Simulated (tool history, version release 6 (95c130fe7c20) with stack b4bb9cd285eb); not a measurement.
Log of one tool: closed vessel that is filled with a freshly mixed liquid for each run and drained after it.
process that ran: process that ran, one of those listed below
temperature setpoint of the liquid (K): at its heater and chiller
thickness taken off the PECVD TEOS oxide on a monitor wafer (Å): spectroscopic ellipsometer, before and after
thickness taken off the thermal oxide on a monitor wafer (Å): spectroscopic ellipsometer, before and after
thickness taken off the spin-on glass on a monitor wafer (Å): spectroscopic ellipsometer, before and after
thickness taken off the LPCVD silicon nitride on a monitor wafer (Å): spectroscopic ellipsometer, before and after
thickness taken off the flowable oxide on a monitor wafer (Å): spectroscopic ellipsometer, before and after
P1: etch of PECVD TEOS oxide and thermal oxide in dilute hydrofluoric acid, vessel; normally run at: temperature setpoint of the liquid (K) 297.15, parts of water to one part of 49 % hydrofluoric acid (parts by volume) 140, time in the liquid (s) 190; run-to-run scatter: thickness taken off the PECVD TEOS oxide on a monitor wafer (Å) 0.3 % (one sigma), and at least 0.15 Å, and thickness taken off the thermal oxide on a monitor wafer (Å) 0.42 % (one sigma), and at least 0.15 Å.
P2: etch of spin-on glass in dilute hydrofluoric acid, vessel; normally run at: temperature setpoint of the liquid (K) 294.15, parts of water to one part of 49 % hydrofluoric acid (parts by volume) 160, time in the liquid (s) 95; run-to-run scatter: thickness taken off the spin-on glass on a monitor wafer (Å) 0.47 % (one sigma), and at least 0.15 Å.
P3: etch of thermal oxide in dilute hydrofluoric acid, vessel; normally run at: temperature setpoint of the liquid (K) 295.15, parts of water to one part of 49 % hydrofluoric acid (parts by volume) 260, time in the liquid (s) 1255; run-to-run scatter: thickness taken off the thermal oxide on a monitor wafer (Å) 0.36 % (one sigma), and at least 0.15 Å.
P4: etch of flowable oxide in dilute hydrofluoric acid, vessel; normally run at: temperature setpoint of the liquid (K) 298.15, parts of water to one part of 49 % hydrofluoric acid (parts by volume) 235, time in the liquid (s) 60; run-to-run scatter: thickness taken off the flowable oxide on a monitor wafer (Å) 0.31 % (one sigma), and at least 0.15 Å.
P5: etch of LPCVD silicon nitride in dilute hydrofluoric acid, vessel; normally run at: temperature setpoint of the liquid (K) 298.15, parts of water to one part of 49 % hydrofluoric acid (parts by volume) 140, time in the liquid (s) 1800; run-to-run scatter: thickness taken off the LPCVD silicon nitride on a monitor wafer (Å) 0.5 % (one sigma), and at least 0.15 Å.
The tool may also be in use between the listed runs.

run	hour	process that ran	temperature setpoint of the liquid (K)	parts of water to one part of 49 % hydrofluoric acid (parts by volume)	time in the liquid (s)	thickness taken off the PECVD TEOS oxide on a monitor wafer (Å)	thickness taken off the thermal oxide on a monitor wafer (Å)	thickness taken off the spin-on glass on a monitor wafer (Å)	thickness taken off the LPCVD silicon nitride on a monitor wafer (Å)	thickness taken off the flowable oxide on a monitor wafer (Å)
1	2.5	P1	297.15	140	190	195.26	61.076			
2	6.4	P2	294.15	160	140			170.18		
3	10.3	P2	294.15	50	95			417.92		
4	14.6	P1	292.65	140	190	163.6	51.11			
5	18.9	P1	297.15	140	45	45.935	14.085			
6	23.3	P3	295.15	260	1255		183.03			
7	25.8	P5	298.15	140	525				20.88	
8	29.7	P1	293.15	140	95	83.387	26.068			
9	32.1	P4	291.15	235	60					119.11
10	34.5	P1	297.15	140	190	195.42	60.452			
11	37.4	P3	295.15	40	1255		1515.2			
12	41.5	P2	294.15	160	95			116.23		
13	45.7	P3	290.15	260	1255		151.83			
14	49.3	P1	297.15	140	295	303.01	94.701			
# hour 52.1: hydrofluoric acid flow meter replaced
15	52.2	P1	297.15	220	190	113.65	35.296			
16	57.5	P1	290.15	140	350	272.45	84.258			
17	61.4	P1	297.15	140	190	194.63	59.983			
18	65.4	P1	303.15	140	30	38.85	11.68			
19	68.1	P4	298.15	235	60					153.93
20	71.4	P1	297.15	30	190	1052.2	323.21			
21	73.8	P1	297.15	140	190	195.04	60.139			
22	77.2	P2	302.65	160	95			157.21		
23	80	P1	305.15	140	190	262.94	80.635			
24	83	P3	295.15	260	520		76.299			
25	86.7	P4	298.15	345	60					93.837
26	91.4	P4	298.15	235	110					284.04
27	94.6	P5	298.15	225	1800				44.765	
28	98.6	P4	298.15	235	60					154.82
29	101.9	P5	298.15	140	1800				71.942	
30	106.2	P5	298.15	140	1800				71.347	
31	110.7	P5	290.15	140	1800				42.022	
32	113.8	P1	297.15	140	190	194.3	60.31			
33	116.2	P1	297.15	140	190	190.68	58.971			
34	119.4	P1	297.15	140	190	187.2	57.855			
35	122.5	P1	297.15	140	190	185.25	57.328			
36	127.3	P1	297.15	140	190	184.87	57.456			
37	129.6	P1	297.15	140	190	185.57	56.873			
38	132.3	P1	297.15	140	190	184.84	57.036			

What P1 gives has crept away from where it was. These 2 causes fit the log equally well, each at the size given:
A: liquid colder than its thermometer reads (K) = 1.43
B: hydrofluoric acid flow below the setpoint (%) = 4.64
The creep began at about hour 113.8.

4 check runs are offered, each on 2 wafers whose results are averaged, their results left as question marks. Which one tells the causes apart?
check 1	135	P5	290.65	210	1800				?	
check 2	135	P3	295.15	165	790		?			
check 3	135	P4	293.15	235	60					?
check 4	135	P2	301.65	50	95			?		

What each check would give under each cause:
check	result	if A	if B
check 1	thickness taken off the LPCVD silicon nitride on a monitor wafer (Å)	26.65	28.038
check 2	thickness taken off the thermal oxide on a monitor wafer (Å)	189.87	189.78
check 3	thickness taken off the flowable oxide on a monitor wafer (Å)	121.81	121.36
check 4	thickness taken off the spin-on glass on a monitor wafer (Å)	537.52	540.78
How far apart the two closest causes lie, in the result that separates them most: check 1 5.08 %; check 2 0.04 %; check 3 0.37 %; check 4 0.61 %
Check 1 tells the causes apart: in the others they would give nearly the same result.

Then check 1 was run and gave: thickness taken off the LPCVD silicon nitride on a monitor wafer (Å) 28.044. Which cause is it?

It is B: hydrofluoric acid flow below the setpoint (%).

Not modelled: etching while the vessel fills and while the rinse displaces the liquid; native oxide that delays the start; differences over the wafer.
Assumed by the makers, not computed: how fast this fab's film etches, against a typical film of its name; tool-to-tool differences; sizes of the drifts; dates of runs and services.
